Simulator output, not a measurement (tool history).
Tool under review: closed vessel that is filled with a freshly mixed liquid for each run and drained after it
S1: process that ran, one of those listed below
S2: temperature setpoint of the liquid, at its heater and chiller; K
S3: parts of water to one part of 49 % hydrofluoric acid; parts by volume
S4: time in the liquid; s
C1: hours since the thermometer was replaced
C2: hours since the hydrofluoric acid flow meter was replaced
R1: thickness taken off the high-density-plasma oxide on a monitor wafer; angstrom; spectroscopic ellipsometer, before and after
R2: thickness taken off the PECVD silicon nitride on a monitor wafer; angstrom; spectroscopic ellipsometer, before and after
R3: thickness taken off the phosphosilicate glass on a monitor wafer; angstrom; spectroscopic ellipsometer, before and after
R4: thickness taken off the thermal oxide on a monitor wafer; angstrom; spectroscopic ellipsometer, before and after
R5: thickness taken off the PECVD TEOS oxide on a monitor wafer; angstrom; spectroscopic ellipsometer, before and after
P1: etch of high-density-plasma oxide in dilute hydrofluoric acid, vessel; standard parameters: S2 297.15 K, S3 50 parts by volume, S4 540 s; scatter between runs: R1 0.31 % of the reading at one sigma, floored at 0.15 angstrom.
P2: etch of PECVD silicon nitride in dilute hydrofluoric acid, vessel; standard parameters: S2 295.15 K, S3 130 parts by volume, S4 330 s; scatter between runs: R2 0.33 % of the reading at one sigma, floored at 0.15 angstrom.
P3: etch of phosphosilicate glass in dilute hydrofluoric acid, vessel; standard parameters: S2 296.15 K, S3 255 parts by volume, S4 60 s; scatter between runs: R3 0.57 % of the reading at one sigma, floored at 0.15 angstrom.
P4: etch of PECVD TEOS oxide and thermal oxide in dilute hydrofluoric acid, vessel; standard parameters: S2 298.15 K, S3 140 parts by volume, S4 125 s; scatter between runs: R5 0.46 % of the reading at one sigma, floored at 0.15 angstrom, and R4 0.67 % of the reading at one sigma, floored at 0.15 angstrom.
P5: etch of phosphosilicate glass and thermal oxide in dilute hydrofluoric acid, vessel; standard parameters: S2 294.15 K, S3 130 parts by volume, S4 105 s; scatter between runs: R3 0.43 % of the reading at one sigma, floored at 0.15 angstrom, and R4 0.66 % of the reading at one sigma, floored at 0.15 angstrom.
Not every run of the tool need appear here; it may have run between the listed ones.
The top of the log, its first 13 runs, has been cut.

run	hour	S1	S2	S3	S4	C1	C2	R1	R2	R3	R4	R5
14	64.3	P3	296.15	255	85	1153.4	491.3			530.18		
15	69.5	P4	298.15	140	30	1158.6	496.5				9.6484	18.216
16	73.8	P5	294.15	130	105	1162.9	500.8			416.97	32.016	
17	79.6	P2	295.15	35	330	1168.7	506.6		352.97			
18	82.3	P2	295.15	130	625	1171.4	509.3		184.03			
19	88.1	P4	298.15	140	125	1177.2	515.1				39.448	74.294
20	91.9	P4	305.65	140	125	1181	518.9				51.509	98.683
21	97.2	P2	295.15	130	330	1186.3	524.2		97.543			
22	100.9	P1	297.15	50	540	1190	527.9	605.01				
23	104	P3	296.15	255	60	1193.1	531			370.43		
24	107.7	P1	290.15	50	540	1196.8	534.7	445.31				
25	112.9	P5	294.15	35	105	1202	539.9			1722.7	132.89	
26	116	P1	297.15	50	540	1205.1	543	598.25				
27	119.6	P1	297.15	50	915	1208.7	546.6	1016.3				
28	123	P3	296.15	255	60	1212.1	550			369.64		
29	127	P4	298.15	70	125	1216.1	554				86.597	162.17
30	131.4	P3	290.15	255	60	1220.5	558.4			298.78		
31	135.1	P1	297.15	50	30	1224.2	562.1	33.247				
32	139.6	P5	302.15	130	105	1228.7	566.6			561.94	43.865	
33	142.5	P1	297.15	50	540	1231.6	569.5	601.98				
34	148.3	P1	297.15	50	540	1237.4	575.3	631.04				
35	151.3	P1	297.15	50	540	1240.4	578.3	633.1				
36	156.4	P1	297.15	50	540	1245.5	583.4	644.41				
37	159.5	P1	297.15	50	540	1248.6	586.5	647.13				
38	162.9	P1	297.15	50	540	1252	589.9	651.5				

What does the tool deliver on the next run?
39	166.5	P1	297.15	50	540	1255.6	593.5	?				

R1: 652.09 angstrom
